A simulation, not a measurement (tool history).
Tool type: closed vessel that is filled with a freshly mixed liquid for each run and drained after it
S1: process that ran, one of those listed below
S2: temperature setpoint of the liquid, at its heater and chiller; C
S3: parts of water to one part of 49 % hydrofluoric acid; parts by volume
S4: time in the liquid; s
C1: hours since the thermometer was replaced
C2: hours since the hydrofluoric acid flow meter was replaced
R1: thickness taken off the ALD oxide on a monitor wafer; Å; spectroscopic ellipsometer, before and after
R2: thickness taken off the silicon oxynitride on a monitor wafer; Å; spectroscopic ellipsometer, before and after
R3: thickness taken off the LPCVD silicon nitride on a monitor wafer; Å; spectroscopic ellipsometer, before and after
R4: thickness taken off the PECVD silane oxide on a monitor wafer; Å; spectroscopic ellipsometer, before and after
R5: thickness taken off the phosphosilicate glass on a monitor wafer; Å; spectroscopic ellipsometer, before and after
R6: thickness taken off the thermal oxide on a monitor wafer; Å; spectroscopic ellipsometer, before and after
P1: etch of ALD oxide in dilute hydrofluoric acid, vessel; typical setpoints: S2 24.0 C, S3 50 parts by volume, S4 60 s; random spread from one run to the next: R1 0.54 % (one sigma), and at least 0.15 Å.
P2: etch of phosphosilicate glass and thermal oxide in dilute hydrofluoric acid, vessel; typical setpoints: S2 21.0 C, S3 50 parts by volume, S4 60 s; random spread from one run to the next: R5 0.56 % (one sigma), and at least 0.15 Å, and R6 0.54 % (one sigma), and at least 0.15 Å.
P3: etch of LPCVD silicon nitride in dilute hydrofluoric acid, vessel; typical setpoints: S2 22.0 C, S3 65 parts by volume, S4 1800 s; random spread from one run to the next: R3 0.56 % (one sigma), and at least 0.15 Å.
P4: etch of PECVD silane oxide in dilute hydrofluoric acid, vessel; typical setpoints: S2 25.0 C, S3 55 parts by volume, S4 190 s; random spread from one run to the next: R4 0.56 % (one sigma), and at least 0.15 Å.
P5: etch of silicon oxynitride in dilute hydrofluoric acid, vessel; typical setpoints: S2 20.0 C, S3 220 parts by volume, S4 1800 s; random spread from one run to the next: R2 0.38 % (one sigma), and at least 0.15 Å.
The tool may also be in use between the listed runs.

{"run": 1, "hour": 8.9, "S1": "P1", "S2": 24.0, "S3": 50, "S4": 60, "C1": 1996.5, "C2": 1144.1, "R1": 233.04}
{"run": 2, "hour": 19.0, "S1": "P5", "S2": 27.5, "S3": 220, "S4": 1800, "C1": 2006.6, "C2": 1154.2, "R2": 128.8}
{"run": 3, "hour": 25.1, "S1": "P1", "S2": 24.0, "S3": 30, "S4": 60, "C1": 2012.7, "C2": 1160.3, "R1": 394.21}
{"run": 4, "hour": 38.1, "S1": "P1", "S2": 24.0, "S3": 50, "S4": 115, "C1": 2025.7, "C2": 1173.3, "R1": 439.98}
{"run": 5, "hour": 49.1, "S1": "P1", "S2": 24.0, "S3": 50, "S4": 60, "C1": 2036.7, "C2": 1184.3, "R1": 230.68}
{"run": 6, "hour": 57.0, "S1": "P3", "S2": 27.5, "S3": 65, "S4": 1800, "C1": 2044.6, "C2": 1192.2, "R3": 162.12}
{"run": 7, "hour": 64.0, "S1": "P5", "S2": 20.0, "S3": 220, "S4": 735, "C1": 2051.6, "C2": 1199.2, "R2": 37.21}
{"run": 8, "hour": 76.2, "S1": "P4", "S2": 25.0, "S3": 105, "S4": 190, "C1": 2063.8, "C2": 1211.4, "R4": 281.72}
{"run": 9, "hour": 82.6, "S1": "P1", "S2": 24.0, "S3": 75, "S4": 30, "C1": 2070.2, "C2": 1217.8, "R1": 75.5}
{"run": 10, "hour": 88.6, "S1": "P1", "S2": 24.0, "S3": 50, "S4": 60, "C1": 2076.2, "C2": 1223.8, "R1": 231.76}
{"run": 11, "hour": 98.1, "S1": "P3", "S2": 22.0, "S3": 100, "S4": 1800, "C1": 2085.7, "C2": 1233.3, "R3": 74.278}
{"run": 12, "hour": 107.7, "S1": "P5", "S2": 20.0, "S3": 220, "S4": 1800, "C1": 2095.3, "C2": 1242.9, "R2": 92.035}
{"hour": 115.8, "done": "thermometer replaced"}
{"run": 13, "hour": 116.6, "S1": "P2", "S2": 21.0, "S3": 20, "S4": 60, "C1": 0.9, "C2": 1251.8, "R5": 2825.9, "R6": 142.57}
{"run": 14, "hour": 129.0, "S1": "P3", "S2": 22.0, "S3": 65, "S4": 2660, "C1": 13.3, "C2": 1264.2, "R3": 167.02}
{"run": 15, "hour": 135.4, "S1": "P3", "S2": 22.0, "S3": 65, "S4": 1800, "C1": 19.7, "C2": 1270.6, "R3": 112.69}
{"run": 16, "hour": 146.0, "S1": "P2", "S2": 21.0, "S3": 50, "S4": 60, "C1": 30.3, "C2": 1281.2, "R5": 1084.0, "R6": 55.812}
{"run": 17, "hour": 153.2, "S1": "P4", "S2": 25.0, "S3": 55, "S4": 190, "C1": 37.5, "C2": 1288.4, "R4": 574.68}
{"run": 18, "hour": 162.8, "S1": "P1", "S2": 17.0, "S3": 25, "S4": 60, "C1": 47.1, "C2": 1298.0, "R1": 350.22}
{"run": 19, "hour": 176.0, "S1": "P1", "S2": 20.0, "S3": 50, "S4": 60, "C1": 60.3, "C2": 1311.2, "R1": 195.54}
{"run": 20, "hour": 188.8, "S1": "P5", "S2": 20.0, "S3": 220, "S4": 1800, "C1": 73.1, "C2": 1324.0, "R2": 91.19}
{"run": 21, "hour": 197.3, "S1": "P4", "S2": 25.0, "S3": 55, "S4": 190, "C1": 81.6, "C2": 1332.5, "R4": 572.43}
{"run": 22, "hour": 207.1, "S1": "P4", "S2": 31.5, "S3": 55, "S4": 190, "C1": 91.4, "C2": 1342.3, "R4": 744.67}
{"run": 23, "hour": 217.6, "S1": "P1", "S2": 24.0, "S3": 50, "S4": 30, "C1": 101.9, "C2": 1352.8, "R1": 114.94}
{"run": 24, "hour": 230.9, "S1": "P2", "S2": 21.0, "S3": 50, "S4": 30, "C1": 115.2, "C2": 1366.1, "R5": 548.01, "R6": 28.094}
{"run": 25, "hour": 237.8, "S1": "P1", "S2": 29.5, "S3": 50, "S4": 60, "C1": 122.1, "C2": 1373.0, "R1": 287.87}
{"run": 26, "hour": 245.4, "S1": "P1", "S2": 24.0, "S3": 50, "S4": 60, "C1": 129.7, "C2": 1380.6, "R1": 230.97}

For run 27, what comes out?
{"run": 27, "hour": 253.2, "S1": "P5", "S2": 20.0, "S3": 335, "S4": 1800, "C1": 137.5, "C2": 1388.4, "R2": "?"}

{"run 27": {"R2": 56.143}}
